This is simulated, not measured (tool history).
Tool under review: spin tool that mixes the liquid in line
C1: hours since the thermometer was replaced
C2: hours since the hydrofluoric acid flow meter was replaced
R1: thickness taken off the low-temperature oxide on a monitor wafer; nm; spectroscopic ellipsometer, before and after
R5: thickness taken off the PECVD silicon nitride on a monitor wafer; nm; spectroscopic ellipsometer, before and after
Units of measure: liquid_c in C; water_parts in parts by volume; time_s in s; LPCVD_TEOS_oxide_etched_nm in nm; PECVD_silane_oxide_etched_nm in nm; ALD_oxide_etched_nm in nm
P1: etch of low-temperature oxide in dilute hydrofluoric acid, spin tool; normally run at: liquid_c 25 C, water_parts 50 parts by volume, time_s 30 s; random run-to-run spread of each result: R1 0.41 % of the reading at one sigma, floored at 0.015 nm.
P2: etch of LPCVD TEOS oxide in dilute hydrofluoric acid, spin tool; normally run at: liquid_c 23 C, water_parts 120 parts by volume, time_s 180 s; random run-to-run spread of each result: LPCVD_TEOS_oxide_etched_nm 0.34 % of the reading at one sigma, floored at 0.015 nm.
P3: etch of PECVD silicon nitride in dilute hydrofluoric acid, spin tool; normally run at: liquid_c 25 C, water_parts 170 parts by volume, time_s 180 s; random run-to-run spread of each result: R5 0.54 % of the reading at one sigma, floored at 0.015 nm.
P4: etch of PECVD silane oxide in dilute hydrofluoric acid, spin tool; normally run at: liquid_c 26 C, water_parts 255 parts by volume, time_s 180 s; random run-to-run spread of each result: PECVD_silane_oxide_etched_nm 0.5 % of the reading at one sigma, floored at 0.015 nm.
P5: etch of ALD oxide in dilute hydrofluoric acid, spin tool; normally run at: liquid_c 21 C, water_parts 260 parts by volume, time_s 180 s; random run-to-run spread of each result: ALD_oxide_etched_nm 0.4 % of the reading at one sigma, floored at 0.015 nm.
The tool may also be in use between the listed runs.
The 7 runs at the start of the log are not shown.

Run 8, hour 72: process P2, liquid_c 18.5 C, water_parts 120 parts by volume, time_s 180 s; C1 1056.7; C2 467.1. Result: LPCVD_TEOS_oxide_etched_nm 20.134 nm.
Run 9, hour 81.7: process P4, liquid_c 34 C, water_parts 255 parts by volume, time_s 180 s; C1 1066.4; C2 476.8. Result: PECVD_silane_oxide_etched_nm 13.261 nm.
Run 10, hour 86.9: process P3, liquid_c 25 C, water_parts 170 parts by volume, time_s 180 s; C1 1071.6; C2 482. Result: R5 6.4901 nm.
Run 11, hour 96.3: process P1, liquid_c 25 C, water_parts 50 parts by volume, time_s 15 s; C1 1081; C2 491.4. Result: R1 6.2399 nm.
Run 12, hour 107.6: process P4, liquid_c 26 C, water_parts 255 parts by volume, time_s 360 s; C1 1092.3; C2 502.7. Result: PECVD_silane_oxide_etched_nm 20.413 nm.
Run 13, hour 116.3: process P5, liquid_c 21 C, water_parts 260 parts by volume, time_s 335 s; C1 1101; C2 511.4. Result: ALD_oxide_etched_nm 17.714 nm.
Run 14, hour 124: process P3, liquid_c 25 C, water_parts 170 parts by volume, time_s 300 s; C1 1108.7; C2 519.1. Result: R5 10.921 nm.
Run 15, hour 133.6: process P2, liquid_c 23 C, water_parts 35 parts by volume, time_s 180 s; C1 1118.3; C2 528.7. Result: LPCVD_TEOS_oxide_etched_nm 92.109 nm.
Run 16, hour 143.1: process P1, liquid_c 25 C, water_parts 50 parts by volume, time_s 30 s; C1 1127.8; C2 538.2. Result: R1 12.559 nm.
Run 17, hour 154.9: process P1, liquid_c 20.5 C, water_parts 50 parts by volume, time_s 30 s; C1 1139.6; C2 550. Result: R1 10.357 nm.
Run 18, hour 165.7: process P3, liquid_c 25 C, water_parts 85 parts by volume, time_s 180 s; C1 1150.4; C2 560.8. Result: R5 12.984 nm.
Run 19, hour 173.4: process P3, liquid_c 32.5 C, water_parts 170 parts by volume, time_s 180 s; C1 1158.1; C2 568.5. Result: R5 10.423 nm.
Run 20, hour 180.5: process P2, liquid_c 23 C, water_parts 120 parts by volume, time_s 15 s; C1 1165.2; C2 575.6. Result: LPCVD_TEOS_oxide_etched_nm 2.0283 nm.
Run 21, hour 192.4: process P1, liquid_c 25 C, water_parts 90 parts by volume, time_s 30 s; C1 1177.1; C2 587.5. Result: R1 6.6331 nm.
Run 22, hour 200.3: process P1, liquid_c 20.5 C, water_parts 85 parts by volume, time_s 30 s; C1 1185; C2 595.4. Result: R1 5.8718 nm.
Run 23, hour 208.7: process P1, liquid_c 30.5 C, water_parts 50 parts by volume, time_s 30 s; C1 1193.4; C2 603.8. Result: R1 15.717 nm.
Run 24, hour 215.5: process P4, liquid_c 26 C, water_parts 80 parts by volume, time_s 180 s; C1 1200.2; C2 610.6. Result: PECVD_silane_oxide_etched_nm 39.955 nm.
Run 25, hour 225.5: process P5, liquid_c 21 C, water_parts 90 parts by volume, time_s 180 s; C1 1210.2; C2 620.6. Result: ALD_oxide_etched_nm 32.854 nm.

Expected results for the next run?
Run 26, hour 234.4: process P1, liquid_c 25 C, water_parts 30 parts by volume, time_s 30 s; C1 1219.1; C2 629.5. Result: R1 ?.

Run 26 produced R1 21.699 nm.

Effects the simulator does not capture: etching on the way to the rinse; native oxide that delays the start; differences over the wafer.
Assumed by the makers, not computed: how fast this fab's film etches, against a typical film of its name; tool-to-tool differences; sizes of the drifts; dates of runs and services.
